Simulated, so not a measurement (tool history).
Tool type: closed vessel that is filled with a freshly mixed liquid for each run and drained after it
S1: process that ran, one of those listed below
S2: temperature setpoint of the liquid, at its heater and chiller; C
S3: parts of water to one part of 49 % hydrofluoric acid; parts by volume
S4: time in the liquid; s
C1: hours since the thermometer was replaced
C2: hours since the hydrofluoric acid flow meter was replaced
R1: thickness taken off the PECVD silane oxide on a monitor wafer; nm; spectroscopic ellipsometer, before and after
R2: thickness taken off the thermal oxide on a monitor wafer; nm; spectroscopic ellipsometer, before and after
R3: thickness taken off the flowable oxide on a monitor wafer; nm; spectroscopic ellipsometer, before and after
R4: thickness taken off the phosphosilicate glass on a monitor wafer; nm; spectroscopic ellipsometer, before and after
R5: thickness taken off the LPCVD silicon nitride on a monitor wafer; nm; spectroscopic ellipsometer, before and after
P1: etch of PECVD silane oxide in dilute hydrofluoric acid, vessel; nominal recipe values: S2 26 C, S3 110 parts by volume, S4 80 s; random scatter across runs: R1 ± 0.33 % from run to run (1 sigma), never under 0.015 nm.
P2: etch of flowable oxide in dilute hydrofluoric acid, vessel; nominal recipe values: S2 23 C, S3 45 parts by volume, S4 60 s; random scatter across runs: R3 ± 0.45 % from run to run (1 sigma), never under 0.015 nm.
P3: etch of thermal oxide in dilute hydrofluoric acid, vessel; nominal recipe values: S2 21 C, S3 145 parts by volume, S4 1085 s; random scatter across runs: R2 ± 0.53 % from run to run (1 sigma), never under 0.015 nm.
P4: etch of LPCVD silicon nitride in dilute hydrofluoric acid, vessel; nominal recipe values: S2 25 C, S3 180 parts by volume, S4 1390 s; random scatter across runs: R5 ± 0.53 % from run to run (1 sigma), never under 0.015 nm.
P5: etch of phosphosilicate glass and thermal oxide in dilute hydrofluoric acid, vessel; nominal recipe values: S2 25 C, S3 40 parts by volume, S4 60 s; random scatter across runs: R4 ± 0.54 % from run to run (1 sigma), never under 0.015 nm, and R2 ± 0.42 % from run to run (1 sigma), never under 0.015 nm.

run   hour  S1    S2   S3    S4      C1      C2      R1      R2      R3      R4      R5
  1      9  P1    26  110    80  1897.1   761.4  15.404
  2   17.9  P1    26  110   120    1906   770.3  23.123
  3   30.1  P1    30  110    80  1918.2   782.5  17.992
  4   47.1  P3    21  145  2095  1935.2   799.5          56.467
  5   64.9  P2    23   45   115    1953   817.3                  82.351
  6     80  P2    23   45    60  1968.1   832.4                  43.055
  7   94.8  P5    25   40    95  1982.9   847.2          12.762          559.11
  8  111.3  P2    23   45    60  1999.4   863.7                  42.876
  9    127  P2    23   80    60  2015.1   879.4                  23.059
 10    145  P5    25   40    60  2033.1   897.4          7.9965           352.5
 11  156.9  P1    26  110    80    2045   909.3  15.428
 12  172.8  P1  18.5  110    80  2060.9   925.2  11.461
 13  188.3  P4    25  270  1390  2076.4   940.7                                  2.5988
 14  204.9  P1    26  110    80    2093   957.3  15.417
 15  222.2  P2    17   45    60  2110.3   974.6                  33.179
 16  235.5  P4    25  180  2625  2123.6   987.9                                  7.4339
     242.7  -- thermometer replaced
 17  247.8  P1    34  190    80     5.2  1000.2  10.668
 18  264.9  P3    21   50  1085    22.3  1017.3          94.584
 19  280.4  P3    17  145  1085    37.8  1032.8          25.044
 20  297.4  P1    26   40    80    54.8  1049.8  46.658
 21  313.6  P1    26  110    30      71    1066  5.7345
 22  327.6  P1  22.5   50    80      85    1080  32.024
 23  338.8  P5    25   20    60    96.2  1091.2          16.585          724.25
 24  357.3  P3    21  145  1085   114.7  1109.7          29.457
 25  370.7  P1  22.5  110   125   128.1  1123.1  21.076
 26  380.9  P4    25  180  1390   138.3  1133.3                                  3.9475
 27  397.1  P4    17  180  1390   154.5  1149.5                                  2.3355
 28  415.1  P5  30.5   40    60   172.5  1167.5          10.073          443.95
 29  426.5  P1    26  110    80   183.9  1178.9  15.466
 30  440.9  P1    26  110    80   198.3  1193.3  15.458
 31  452.1  P1    26  175    80   209.5  1204.5  9.0136
 32  464.5  P5    25   40    60   221.9  1216.9          7.9894          350.91
 33  473.9  P1    26  110    80   231.3  1226.3  15.374
 34  492.3  P1    26  110    80   249.7  1244.7  14.949
 35  502.8  P1    26  110    80   260.2  1255.2  14.812
 36  519.6  P1    26  110    80     277    1272  14.696
 37  528.4  P1    26  110    80   285.8  1280.8  14.594
 38  540.4  P1    26  110    80   297.8  1292.8  14.584
 39    558  P1    26  110    80   315.4  1310.4  14.675
 40  572.7  P1    26  110    80   330.1  1325.1   14.59

Something has made what P1 gives creep away from where it was; the 2 causes below, each at its own stated size, fit the log equally well:
A: hydrofluoric acid flow below the setpoint (%) = 4.95
B: liquid colder than its thermometer reads (K) = 1.5
The drift started at roughly hour 473.9.

The 4 check runs listed below each average the results of 2 wafers, and their outcomes are marked with question marks. Under which run would the listed causes produce clearly different results?
check 1  587.4  P5  28   40    60               ?       ?
check 2  587.4  P2  23   75   100                   ?
check 3  587.4  P3  17  145  1715               ?
check 4  587.4  P4  20  245  1390                           ?

What every check run would give for each of its results, assuming each possible cause in turn:
  check  result    if A    if B
check 1      R2  8.5834  8.5241
check 1      R4  377.96  375.35
check 2      R3  39.299  39.073
check 3      R2  37.255  37.106
check 4      R5  2.0095  1.9144
Gap, in per cent, between the two causes that each check separates least, read from the result that separates them most: check 1 0.69 %; check 2 0.58 %; check 3 0.4 %; check 4 4.85 %
Of the check runs offered, only check 4 discriminates between the causes; the rest would read about the same regardless of which cause applies.

After running check 4, the following was obtained: R5 2.0151 nm. Which cause does this point to?

It is A: hydrofluoric acid flow below the setpoint (%).

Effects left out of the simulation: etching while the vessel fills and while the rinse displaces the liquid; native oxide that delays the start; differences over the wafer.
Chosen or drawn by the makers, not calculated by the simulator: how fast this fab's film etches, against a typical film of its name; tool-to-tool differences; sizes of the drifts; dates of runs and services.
